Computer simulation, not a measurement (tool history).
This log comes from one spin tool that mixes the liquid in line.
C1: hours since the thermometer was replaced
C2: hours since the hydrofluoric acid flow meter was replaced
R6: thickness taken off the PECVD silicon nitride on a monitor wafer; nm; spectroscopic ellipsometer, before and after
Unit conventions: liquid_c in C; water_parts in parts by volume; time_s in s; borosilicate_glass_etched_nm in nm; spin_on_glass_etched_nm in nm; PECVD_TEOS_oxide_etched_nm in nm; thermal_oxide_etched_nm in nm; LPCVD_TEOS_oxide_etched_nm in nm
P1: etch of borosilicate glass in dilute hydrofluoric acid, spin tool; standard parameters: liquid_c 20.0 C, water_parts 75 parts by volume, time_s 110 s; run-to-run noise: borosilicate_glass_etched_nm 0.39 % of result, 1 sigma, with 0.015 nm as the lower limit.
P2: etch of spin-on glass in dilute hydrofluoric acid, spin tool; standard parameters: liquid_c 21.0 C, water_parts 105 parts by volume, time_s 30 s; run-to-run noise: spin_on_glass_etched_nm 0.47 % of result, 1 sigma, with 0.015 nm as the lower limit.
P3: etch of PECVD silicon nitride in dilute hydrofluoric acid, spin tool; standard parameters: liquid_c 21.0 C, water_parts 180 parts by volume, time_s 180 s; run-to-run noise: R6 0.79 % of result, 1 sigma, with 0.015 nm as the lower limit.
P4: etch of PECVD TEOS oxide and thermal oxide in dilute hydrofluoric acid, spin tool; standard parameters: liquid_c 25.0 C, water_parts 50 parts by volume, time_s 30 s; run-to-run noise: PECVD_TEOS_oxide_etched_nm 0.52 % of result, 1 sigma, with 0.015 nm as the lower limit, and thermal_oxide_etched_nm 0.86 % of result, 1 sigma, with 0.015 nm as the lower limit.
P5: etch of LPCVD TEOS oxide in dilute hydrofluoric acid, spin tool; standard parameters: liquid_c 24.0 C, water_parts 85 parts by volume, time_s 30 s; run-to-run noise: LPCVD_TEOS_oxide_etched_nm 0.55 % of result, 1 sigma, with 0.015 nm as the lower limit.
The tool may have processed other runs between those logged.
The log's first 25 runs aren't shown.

{"run": 26, "hour": 269.2, "process": "P1", "liquid_c": 20.0, "water_parts": 35, "time_s": 30, "C1": 429.5, "C2": 919.6, "borosilicate_glass_etched_nm": 19.6}
{"run": 27, "hour": 277.8, "process": "P3", "liquid_c": 21.0, "water_parts": 180, "time_s": 180, "C1": 438.1, "C2": 928.2, "R6": 2.7337}
{"run": 28, "hour": 289.5, "process": "P4", "liquid_c": 25.0, "water_parts": 50, "time_s": 30, "C1": 449.8, "C2": 939.9, "PECVD_TEOS_oxide_etched_nm": 9.4029, "thermal_oxide_etched_nm": 3.0438}
{"run": 29, "hour": 296.3, "process": "P3", "liquid_c": 21.0, "water_parts": 290, "time_s": 180, "C1": 456.6, "C2": 946.7, "R6": 1.7361}
{"run": 30, "hour": 305.1, "process": "P1", "liquid_c": 20.0, "water_parts": 115, "time_s": 110, "C1": 465.4, "C2": 955.5, "borosilicate_glass_etched_nm": 19.971}
{"run": 31, "hour": 317.2, "process": "P3", "liquid_c": 26.0, "water_parts": 180, "time_s": 180, "C1": 477.5, "C2": 967.6, "R6": 3.7508}
{"run": 32, "hour": 325.2, "process": "P5", "liquid_c": 17.0, "water_parts": 85, "time_s": 30, "C1": 485.5, "C2": 975.6, "LPCVD_TEOS_oxide_etched_nm": 4.5622}
{"run": 33, "hour": 334.8, "process": "P1", "liquid_c": 20.0, "water_parts": 75, "time_s": 175, "C1": 495.1, "C2": 985.2, "borosilicate_glass_etched_nm": 50.671}

What does the tool deliver on the next run?
{"run": 34, "hour": 346.3, "process": "P1", "liquid_c": 20.0, "water_parts": 75, "time_s": 110, "C1": 506.6, "C2": 996.7, "borosilicate_glass_etched_nm": "?"}

For run 34 the tool returned borosilicate_glass_etched_nm 32.059 nm.
